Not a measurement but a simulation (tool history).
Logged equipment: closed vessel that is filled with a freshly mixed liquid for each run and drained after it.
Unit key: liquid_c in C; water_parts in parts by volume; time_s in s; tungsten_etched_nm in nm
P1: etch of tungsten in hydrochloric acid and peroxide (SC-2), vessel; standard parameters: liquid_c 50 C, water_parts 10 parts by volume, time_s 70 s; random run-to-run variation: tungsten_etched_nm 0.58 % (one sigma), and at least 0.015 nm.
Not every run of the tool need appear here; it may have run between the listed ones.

run,hour,liquid_c,water_parts,time_s,hours since the thermometer was replaced,hours since the chemicals flow meter was replaced,hours since the drum of peroxide was connected,tungsten_etched_nm
1,14.2,50,10,70,1130.4,329.6,812.5,19.187
2,24.1,50,4,70,1140.3,339.5,822.4,38.635
3,34.1,50,10,70,1150.3,349.5,832.4,19.185
4,43.7,50,10,70,1159.9,359.1,842,19.317
5,51.5,50,10,70,1167.7,366.9,849.8,19.389
6,65.6,62,10,70,1181.8,381,863.9,41.451
7,73.9,50,10,30,1190.1,389.3,872.2,8.2882
8,81.9,50,15,115,1198.1,397.3,880.2,22.254
9,89,50,15,70,1205.2,404.4,887.3,13.477
10,102.8,50,10,70,1219,418.2,901.1,19.341
11,112.1,50,16,45,1228.3,427.5,910.4,8.3051
12,123.4,61,10,125,1239.6,438.8,921.7,69.586
# hour 129.5: new drum of peroxide connected
13,133.4,50,10,130,1249.6,448.8,4,35.706
14,142.3,50,10,70,1258.5,457.7,12.9,19.427
15,155.9,38.5,10,70,1272.1,471.3,26.5,8.7263
16,169.6,50,10,70,1285.8,485,40.2,19.105
17,181.6,50,10,70,1297.8,497,52.2,19.877
18,195.7,50,10,70,1311.9,511.1,66.3,20.384
19,207.8,50,10,70,1324,523.2,78.4,20.715
20,217,50,10,70,1333.2,532.4,87.6,20.714
21,227.5,50,10,70,1343.7,542.9,98.1,20.967
22,234.7,50,10,70,1350.9,550.1,105.3,21.05
23,248.5,50,10,70,1364.7,563.9,119.1,20.88
24,260.3,50,10,70,1376.5,575.7,130.9,21.118
25,274.5,50,10,70,1390.7,589.9,145.1,20.689

Run 26 comes next. What will it give?
26,285.2,50,10,70,1401.4,600.6,155.8,?

tungsten_etched_nm: 20.88 nm
